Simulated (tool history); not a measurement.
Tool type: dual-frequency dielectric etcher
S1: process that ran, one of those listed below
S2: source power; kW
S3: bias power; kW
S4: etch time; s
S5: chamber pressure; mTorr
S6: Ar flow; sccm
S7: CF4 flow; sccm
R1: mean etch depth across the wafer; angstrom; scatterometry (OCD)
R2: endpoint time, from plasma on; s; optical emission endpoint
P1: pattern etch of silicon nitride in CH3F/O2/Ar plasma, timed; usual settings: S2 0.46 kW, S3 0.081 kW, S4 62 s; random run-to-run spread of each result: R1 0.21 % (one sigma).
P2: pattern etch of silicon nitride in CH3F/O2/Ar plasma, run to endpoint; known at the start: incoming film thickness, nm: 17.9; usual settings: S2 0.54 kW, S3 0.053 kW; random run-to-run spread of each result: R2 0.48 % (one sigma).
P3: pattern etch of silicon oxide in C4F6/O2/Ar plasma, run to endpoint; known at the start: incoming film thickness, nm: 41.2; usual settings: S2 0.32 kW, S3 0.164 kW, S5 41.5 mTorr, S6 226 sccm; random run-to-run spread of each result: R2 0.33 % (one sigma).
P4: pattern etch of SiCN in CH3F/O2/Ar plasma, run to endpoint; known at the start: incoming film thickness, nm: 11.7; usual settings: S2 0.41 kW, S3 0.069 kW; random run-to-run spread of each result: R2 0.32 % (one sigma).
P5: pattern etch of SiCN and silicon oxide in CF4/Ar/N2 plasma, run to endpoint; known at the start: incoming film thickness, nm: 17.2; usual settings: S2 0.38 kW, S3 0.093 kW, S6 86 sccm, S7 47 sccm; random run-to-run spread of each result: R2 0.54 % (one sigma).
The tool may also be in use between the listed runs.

run,hour,S1,S2,S3,S4,S5,S6,S7,R1,R2
1,14.7,P1,0.46,0.081,62,,,,471.99,
2,24.1,P2,0.54,0.038,,,,,,26.832
3,38.7,P3,0.32,0.164,,41.5,276,,,14.969
4,48.8,P2,0.31,0.053,,,,,,30.217
# hour 58.4: bias power generator calibrated
5,62.7,P5,0.38,0.093,,,63,47,,21.82
6,71.3,P1,0.6,0.062,62,,,,476.11,
7,81.6,P1,0.46,0.081,62,,,,471.39,
8,90.2,P3,0.43,0.164,,41.5,226,,,13.112
9,105,P5,0.38,0.093,,,86,30,,24.307
10,115.2,P1,0.46,0.106,89.5,,,,749.32,
11,130.2,P4,0.41,0.056,,,,,,33.828
12,138.7,P3,0.32,0.164,,28.5,226,,,14.104
13,147.1,P4,0.41,0.069,,,,,,31.428
14,156,P3,0.32,0.164,,41.5,226,,,14.819
15,168.6,P1,0.46,0.05,62,,,,400.27,
16,176.7,P3,0.32,0.218,,41.5,226,,,13.538
17,188.8,P1,0.46,0.081,48,,,,366.48,
18,198.1,P1,0.46,0.081,62,,,,470.34,
19,205.6,P1,0.28,0.081,62,,,,391.47,
20,212.5,P5,0.38,0.093,,,86,47,,22.523
21,219.9,P3,0.32,0.164,,41.5,226,,,14.761
22,234.1,P1,0.46,0.104,62,,,,515.28,
23,247.9,P1,0.59,0.081,62,,,,517.43,
24,255.1,P4,0.52,0.069,,,,,,28.726
25,263.6,P2,0.54,0.053,,,,,,24.406
26,276.5,P5,0.38,0.124,,,86,47,,20.427
27,287,P1,0.46,0.081,80.5,,,,611.69,
28,299.5,P5,0.54,0.093,,,86,47,,16.884
29,306.6,P1,0.46,0.081,62,,,,472.07,
30,318.6,P1,0.46,0.081,62,,,,472.13,
31,325.6,P1,0.46,0.055,79.5,,,,530.3,
32,333.5,P4,0.41,0.069,,,,,,31.455
33,348.3,P1,0.46,0.081,62,,,,470.9,
34,360.3,P2,0.54,0.053,,,,,,24.553
35,366.8,P1,0.46,0.081,62,,,,471.27,
36,379.4,P1,0.46,0.081,62,,,,468.61,
37,390.8,P1,0.46,0.081,62,,,,468.68,
38,402.2,P1,0.46,0.081,62,,,,466.02,
39,417.2,P1,0.46,0.081,62,,,,464.99,
40,431.6,P1,0.46,0.081,62,,,,462.46,
41,443,P1,0.46,0.081,62,,,,464.41,
42,453.3,P1,0.46,0.081,62,,,,463.85,
# hour 455.4: wet clean of the chamber
43,464.1,P1,0.46,0.081,62,,,,462.75,
44,473.1,P1,0.46,0.081,62,,,,465.04,
45,488.3,P1,0.46,0.081,62,,,,460.92,

P1 no longer gives what it gave before; its output has crept away from where it was. The following 2 causes, each at its listed size, fit the log equally well:
A: source power that arrives under what is set, % = 4.42
B: bias power that arrives under what is set, % = 4.81
Creep in the process output first set in at about hour 366.8.
The rest of the possible causes, and what rules out each one:
chamber walls in a state that lowers the etch rate, %: work on it at hour 455.4, done after the drift set in, did not restore what the process gave before

Which of the check runs below tells the causes apart, meaning the causes would give it clearly different results? Each run uses 5 wafers whose results are averaged, and each result is shown as a question mark.
check 1,503.5,P3,0.32,0.164,,41.5,226,,,?
check 2,503.5,P5,0.38,0.093,,,86,47,,?
check 3,503.5,P2,0.54,0.053,,,,,,?
check 4,503.5,P4,0.41,0.069,,,,,,?

What every check run would give for each of its results, assuming each possible cause in turn:
check,result,if A,if B
check 1,R2,15.014,14.982
check 2,R2,23.691,23.195
check 3,R2,24.847,24.785
check 4,R2,31.948,31.951
How far apart the two closest causes lie, in the result that separates them most: check 1 0.22 %; check 2 2.11 %; check 3 0.25 %; check 4 0.01 %
The other checks would show nearly matching results whichever cause is true, so check 2 is the only one that separates the causes.

Check 2 was carried out, with these results: R2 23.688 s. Which of the listed causes is responsible?

It was cause A: source power that arrives under what is set, %.
